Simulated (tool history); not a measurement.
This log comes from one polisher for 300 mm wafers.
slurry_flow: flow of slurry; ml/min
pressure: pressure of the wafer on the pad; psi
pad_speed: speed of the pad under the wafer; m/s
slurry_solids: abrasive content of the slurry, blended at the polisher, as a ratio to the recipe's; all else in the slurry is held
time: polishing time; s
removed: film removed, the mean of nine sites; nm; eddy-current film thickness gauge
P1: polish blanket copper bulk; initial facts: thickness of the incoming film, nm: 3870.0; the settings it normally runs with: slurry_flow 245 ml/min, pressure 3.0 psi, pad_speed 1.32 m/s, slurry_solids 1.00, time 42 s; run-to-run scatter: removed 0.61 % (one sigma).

run   hour  slurry_flow  pressure  pad_speed  slurry_solids  time  wafers polished on this pad  hours since the slurry nozzle was cleaned  hours since the head pressure was calibrated  hours since the slurry blender was calibrated  removed
  1    5.0          245       3.0       1.32           1.00    42                          474                                      140.7                                         155.9                                           64.2   495.71
  2   11.1          170       2.2       1.32           1.00    42                          559                                      146.8                                         162.0                                           70.3   344.80
  3   16.0          145       3.0       1.32           1.00    42                          628                                      151.7                                         166.9                                           75.2   458.48
  4   25.1          245       3.8       1.32           1.00    42                          755                                      160.8                                         176.0                                           84.3   622.75
  5   29.9          245       3.0       1.32           1.00    25                          823                                      165.6                                         180.8                                           89.1   291.71
  6   35.9          245       3.0       1.32           1.25    42                          907                                      171.6                                         186.8                                           95.1   521.13
  7   45.1          245       3.0       1.32           1.00    42                         1035                                      180.8                                         196.0                                          104.3   494.36
  8   50.2          355       3.0       1.32           1.00    42                         1107                                      185.9                                         201.1                                          109.4   509.68
  9   55.2          245       3.0       1.32           1.00    42                         1177                                      190.9                                         206.1                                          114.4   488.12
 10   62.8          245       3.0       1.32           1.00    42                         1283                                      198.5                                         213.7                                          122.0   495.60
 11   69.9          245       1.4       1.32           1.00    42                         1383                                      205.6                                         220.8                                          129.1   229.81
 12   78.3          245       3.0       1.32           1.00    54                         1500                                      214.0                                         229.2                                          137.5   634.24
 13   86.6          245       3.0       0.74           1.00    42                         1616                                      222.3                                         237.5                                          145.8   278.09
 14   90.7          245       3.0       1.68           1.00    42                         1674                                      226.4                                         241.6                                          149.9   631.05
 15   98.6          145       3.0       1.32           0.55    42                         1784                                      234.3                                         249.5                                          157.8   404.79
 16  104.1          245       3.0       1.32           0.65    42                         1861                                      239.8                                         255.0                                          163.3   455.15
 17  109.8          175       3.0       1.32           1.00    61                         1941                                      245.5                                         260.7                                          169.0   681.45
 18  116.0          245       3.0       1.32           1.00    42                         2028                                      251.7                                         266.9                                          175.2   494.61
 19  121.5          245       3.0       1.32           1.00    42                         2105                                      257.2                                         272.4                                          180.7   492.60
 20  130.9          245       3.0       1.32           1.00    42                         2237                                      266.6                                         281.8                                          190.1   479.18
 21  135.7          245       3.0       1.32           1.00    42                         2304                                      271.4                                         286.6                                          194.9   483.62
 22  144.0          245       3.0       1.32           1.00    42                         2420                                      279.7                                         294.9                                          203.2   475.44
 23  149.5          245       3.0       1.32           1.00    42                         2497                                      285.2                                         300.4                                          208.7   475.64
 24  154.2          245       3.0       1.32           1.00    42                         2563                                      289.9                                         305.1                                          213.4   468.03
     154.5  -- slurry blender recalibrated
     156.9  -- worn pad replaced by a new one
 25  158.6          245       3.0       1.32           1.00    42                           24                                      294.3                                         309.5                                            4.2   470.22
 26  164.1          245       3.0       1.32           1.00    42                          101                                      299.8                                         315.0                                            9.7   466.78
 27  170.6          245       3.0       1.32           1.00    42                          192                                      306.3                                         321.5                                           16.2   469.12
 28  176.4          245       3.0       1.32           1.00    42                          273                                      312.1                                         327.3                                           22.0   467.42
 29  180.9          245       3.0       1.32           1.00    42                          336                                      316.6                                         331.8                                           26.5   464.26
 30  187.6          245       3.0       1.32           1.00    42                          430                                      323.3                                         338.5                                           33.2   462.83

What P1 gives has crept off from where it sat before. The 2 causes that follow fit the log equally well, each at the size noted:
A: head's pressure below its setpoint, % = 5.35
B: slurry flow missing at the pad, % = 33.9
The onset of the drift is placed at about hour 121.5.
All other causes, with the reason each is excluded:
removal rate lost through wear of the pad, %: was serviced at hour 156.9, once the creep was under way, yet the earlier output never came back
abrasive missing from the slurry, %: was serviced at hour 154.5, once the creep was under way, yet the earlier output never came back

You are offered 4 check runs, listed below with question marks in place of their results; each one averages 2 wafers. Which run separates the listed causes by giving clearly different results for each?
check 1  194.3          245       1.7       1.32           1.00    42                                                                                                                                                                             ?
check 2  194.3          245       3.0       0.88           1.00    42                                                                                                                                                                             ?
check 3  194.3          245       1.7       1.32           1.00    27                                                                                                                                                                             ?
check 4  194.3          145       3.0       1.32           1.00    42                                                                                                                                                                             ?

Outcome of each check run for each possible cause:
  check   result    if A    if B
check 1  removed  264.81  264.78
check 2  removed  311.54  311.51
check 3  removed  170.23  170.22
check 4  removed  434.08  419.42
How far apart the two closest causes lie, in the result that separates them most: check 1 0.01 %; check 2 0.01 %; check 3 0.01 %; check 4 3.44 %
Check 4 distinguishes between the causes, while the remaining checks would return nearly the same result for all of them.

With check 4 done, the readings were: removed 434.20 nm. Identify which of the listed causes applies.

The cause is A: head's pressure below its setpoint, %.
